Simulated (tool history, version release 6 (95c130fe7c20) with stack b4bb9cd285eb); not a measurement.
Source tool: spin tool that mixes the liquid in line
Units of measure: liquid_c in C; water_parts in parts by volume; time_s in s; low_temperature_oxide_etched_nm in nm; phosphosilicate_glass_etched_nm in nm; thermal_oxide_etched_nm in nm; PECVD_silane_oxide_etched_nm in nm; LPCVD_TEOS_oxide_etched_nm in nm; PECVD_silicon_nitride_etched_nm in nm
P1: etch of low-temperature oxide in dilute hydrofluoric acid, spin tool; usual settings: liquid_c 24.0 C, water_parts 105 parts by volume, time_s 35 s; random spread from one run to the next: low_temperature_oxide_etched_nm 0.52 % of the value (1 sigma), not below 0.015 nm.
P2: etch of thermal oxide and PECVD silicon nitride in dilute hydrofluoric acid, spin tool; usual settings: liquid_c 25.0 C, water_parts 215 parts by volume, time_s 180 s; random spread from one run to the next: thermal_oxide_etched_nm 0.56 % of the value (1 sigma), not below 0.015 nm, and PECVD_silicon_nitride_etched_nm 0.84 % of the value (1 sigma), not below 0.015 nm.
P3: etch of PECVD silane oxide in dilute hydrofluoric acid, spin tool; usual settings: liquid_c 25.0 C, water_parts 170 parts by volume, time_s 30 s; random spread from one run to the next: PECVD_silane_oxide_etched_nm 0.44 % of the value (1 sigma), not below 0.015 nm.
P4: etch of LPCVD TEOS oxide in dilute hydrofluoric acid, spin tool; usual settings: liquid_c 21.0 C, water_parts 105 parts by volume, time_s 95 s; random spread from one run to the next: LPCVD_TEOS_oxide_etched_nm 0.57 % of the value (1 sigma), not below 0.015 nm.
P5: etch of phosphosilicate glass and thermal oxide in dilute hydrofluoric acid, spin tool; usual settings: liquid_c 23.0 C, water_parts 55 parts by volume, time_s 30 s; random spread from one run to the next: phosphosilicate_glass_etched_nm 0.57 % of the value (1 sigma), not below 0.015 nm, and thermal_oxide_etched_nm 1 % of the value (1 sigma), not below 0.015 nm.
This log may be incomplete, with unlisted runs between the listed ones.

| run | day | process | liquid_c | water_parts | time_s | hours since the thermometer was replaced | hours since the hydrofluoric acid flow meter was replaced | low_temperature_oxide_etched_nm | phosphosilicate_glass_etched_nm | thermal_oxide_etched_nm | PECVD_silane_oxide_etched_nm | LPCVD_TEOS_oxide_etched_nm | PECVD_silicon_nitride_etched_nm |
|---|---|---|---|---|---|---|---|---|---|---|---|---|---|
| 1 | 0.388 | P1 | 24.0 | 105 | 35 | 215.0 | 388.8 | 5.5579 |  |  |  |  |  |
| 2 | 0.596 | P1 | 31.0 | 105 | 15 | 220.0 | 393.8 | 3.1470 |  |  |  |  |  |
| 3 | 0.958 | P1 | 24.0 | 150 | 35 | 228.7 | 402.5 | 3.6844 |  |  |  |  |  |
| 4 | 1.225 | P5 | 23.0 | 55 | 30 | 235.1 | 408.9 |  | 33.566 | 2.6683 |  |  |  |
| 5 | 1.454 | P3 | 29.0 | 170 | 30 | 240.6 | 414.4 |  |  |  | 8.1310 |  |  |
| 6 | 1.688 | P4 | 21.0 | 105 | 50 | 246.2 | 420.0 |  |  |  |  | 7.0275 |  |
| 7 | 2.054 | P1 | 24.0 | 105 | 35 | 255.0 | 428.8 | 5.6115 |  |  |  |  |  |
| 8 | 2.450 | P1 | 24.0 | 105 | 35 | 264.5 | 438.3 | 5.5908 |  |  |  |  |  |
| 9 | 2.788 | P4 | 17.0 | 105 | 95 | 272.6 | 446.4 |  |  |  |  | 11.3090 |  |
| 10 | 3.054 | P1 | 17.5 | 105 | 35 | 279.0 | 452.8 | 4.2819 |  |  |  |  |  |
| 11 | 3.262 | P2 | 25.0 | 55 | 180 | 284.0 | 457.8 |  |  | 18.0080 |  |  | 11.9940 |
| 12 | 3.592 | P4 | 21.0 | 105 | 95 | 291.9 | 465.7 |  |  |  |  | 13.3620 |  |
| 13 | 3.900 | P1 | 24.0 | 105 | 15 | 299.3 | 473.1 | 2.3763 |  |  |  |  |  |
| 14 | 4.325 | P3 | 25.0 | 170 | 30 | 309.5 | 483.3 |  |  |  | 7.0566 |  |  |
|  | 4.579 | thermometer replaced |
| 15 | 4.608 | P2 | 25.0 | 215 | 180 | 0.7 | 490.1 |  |  | 3.7703 |  |  | 3.1180 |
| 16 | 4.983 | P1 | 24.0 | 105 | 35 | 9.7 | 499.1 | 5.5420 |  |  |  |  |  |
| 17 | 5.321 | P3 | 25.0 | 275 | 30 | 17.8 | 507.2 |  |  |  | 3.8815 |  |  |
| 18 | 5.633 | P1 | 20.0 | 105 | 65 | 25.3 | 514.7 | 8.6939 |  |  |  |  |  |
| 19 | 5.888 | P2 | 25.0 | 215 | 180 | 31.4 | 520.8 |  |  | 3.7364 |  |  | 3.1330 |
| 20 | 6.104 | P1 | 24.0 | 105 | 55 | 36.6 | 526.0 | 8.7009 |  |  |  |  |  |
| 21 | 6.412 | P1 | 29.0 | 105 | 35 | 44.0 | 533.4 | 6.7810 |  |  |  |  |  |
| 22 | 6.625 | P5 | 29.5 | 55 | 30 | 49.1 | 538.5 |  | 43.315 | 3.3942 |  |  |  |
| 23 | 7.079 | P5 | 23.0 | 55 | 55 | 60.0 | 549.4 |  | 61.582 | 4.9629 |  |  |  |
| 24 | 7.417 | P2 | 21.0 | 215 | 180 | 68.1 | 557.5 |  |  | 3.2421 |  |  | 2.3667 |
| 25 | 7.779 | P1 | 24.0 | 105 | 35 | 76.8 | 566.2 | 5.4911 |  |  |  |  |  |
| 26 | 8.142 | P4 | 21.0 | 45 | 95 | 85.5 | 574.9 |  |  |  |  | 33.8040 |  |
| 27 | 8.392 | P1 | 24.0 | 105 | 35 | 91.5 | 580.9 | 5.5902 |  |  |  |  |  |
| 28 | 8.679 | P5 | 23.0 | 55 | 30 | 98.4 | 587.8 |  | 33.419 | 2.6856 |  |  |  |
| 29 | 9.033 | P1 | 30.0 | 170 | 35 | 106.9 | 596.3 | 3.9797 |  |  |  |  |  |
| 30 | 9.242 | P1 | 24.0 | 45 | 35 | 111.9 | 601.3 | 13.9310 |  |  |  |  |  |
| 31 | 9.696 | P2 | 25.0 | 215 | 95 | 122.8 | 612.2 |  |  | 2.0176 |  |  | 1.6758 |
| 32 | 9.921 | P3 | 25.0 | 170 | 60 | 128.2 | 617.6 |  |  |  | 14.2040 |  |  |
| 33 | 10.233 | P5 | 23.0 | 30 | 30 | 135.7 | 625.1 |  | 63.285 | 5.0941 |  |  |  |
| 34 | 10.533 | P1 | 24.0 | 105 | 35 | 142.9 | 632.3 | 5.5722 |  |  |  |  |  |
| 35 | 10.821 | P1 | 24.0 | 105 | 35 | 149.8 | 639.2 | 5.4655 |  |  |  |  |  |
| 36 | 11.262 | P1 | 24.0 | 105 | 35 | 160.4 | 649.8 | 5.2814 |  |  |  |  |  |
| 37 | 11.588 | P1 | 24.0 | 105 | 35 | 168.2 | 657.6 | 5.2785 |  |  |  |  |  |
| 38 | 11.925 | P1 | 24.0 | 105 | 35 | 176.3 | 665.7 | 5.2407 |  |  |  |  |  |
| 39 | 12.233 | P1 | 24.0 | 105 | 35 | 183.7 | 673.1 | 5.2099 |  |  |  |  |  |
| 40 | 12.608 | P1 | 24.0 | 105 | 35 | 192.7 | 682.1 | 5.1651 |  |  |  |  |  |
| 41 | 12.975 | P1 | 24.0 | 105 | 35 | 201.5 | 690.9 | 5.2056 |  |  |  |  |  |
| 42 | 13.367 | P1 | 24.0 | 105 | 35 | 210.9 | 700.3 | 5.1568 |  |  |  |  |  |
| 43 | 13.700 | P1 | 24.0 | 105 | 35 | 218.9 | 708.3 | 5.2413 |  |  |  |  |  |
| 44 | 14.025 | P1 | 24.0 | 105 | 35 | 226.7 | 716.1 | 5.1963 |  |  |  |  |  |

What P1 gives has crept off from where it sat before. The 2 causes that follow fit the log equally well, each at the size noted:
A: liquid colder than its thermometer reads (K) = 1.8
B: hydrofluoric acid flow below the setpoint (%) = 6.1
The creep began at about day 10.533.

Each of the check runs listed below is run on 2 wafers and reports their average, with the results left as question marks. Pick the one under which the possible causes would lead to clearly different results.
| check 1 | 14.350 | P2 | 25.0 | 215 | 180 |  |  |  |  | ? |  |  | ? |
| check 2 | 14.350 | P5 | 23.0 | 55 | 30 |  |  |  | ? | ? |  |  |  |
| check 3 | 14.350 | P4 | 21.0 | 105 | 95 |  |  |  |  |  |  | ? |  |
| check 4 | 14.350 | P3 | 25.0 | 170 | 30 |  |  |  |  |  | ? |  |  |

Expected result of each check under each candidate cause:
| check | result | if A | if B |
|---|---|---|---|
| check 1 | thermal_oxide_etched_nm | 3.5295 | 3.4870 |
| check 1 | PECVD_silicon_nitride_etched_nm | 2.7927 | 2.9371 |
| check 2 | phosphosilicate_glass_etched_nm | 31.016 | 31.248 |
| check 2 | thermal_oxide_etched_nm | 2.4753 | 2.4938 |
| check 3 | LPCVD_TEOS_oxide_etched_nm | 12.4060 | 12.4430 |
| check 4 | PECVD_silane_oxide_etched_nm | 6.6025 | 6.5524 |
Per check, the gap between the least separated pair of causes, taken in the result that splits them most: check 1 5.04 %; check 2 0.74 %; check 3 0.3 %; check 4 0.76 %
The other checks would show nearly matching results whichever cause is true, so check 1 is the only one that separates the causes.

Check 1 was carried out, with these results: thermal_oxide_etched_nm 3.5303 nm; PECVD_silicon_nitride_etched_nm 2.7830 nm. Which of the listed causes is responsible?

The correct cause is A, namely: liquid colder than its thermometer reads (K).

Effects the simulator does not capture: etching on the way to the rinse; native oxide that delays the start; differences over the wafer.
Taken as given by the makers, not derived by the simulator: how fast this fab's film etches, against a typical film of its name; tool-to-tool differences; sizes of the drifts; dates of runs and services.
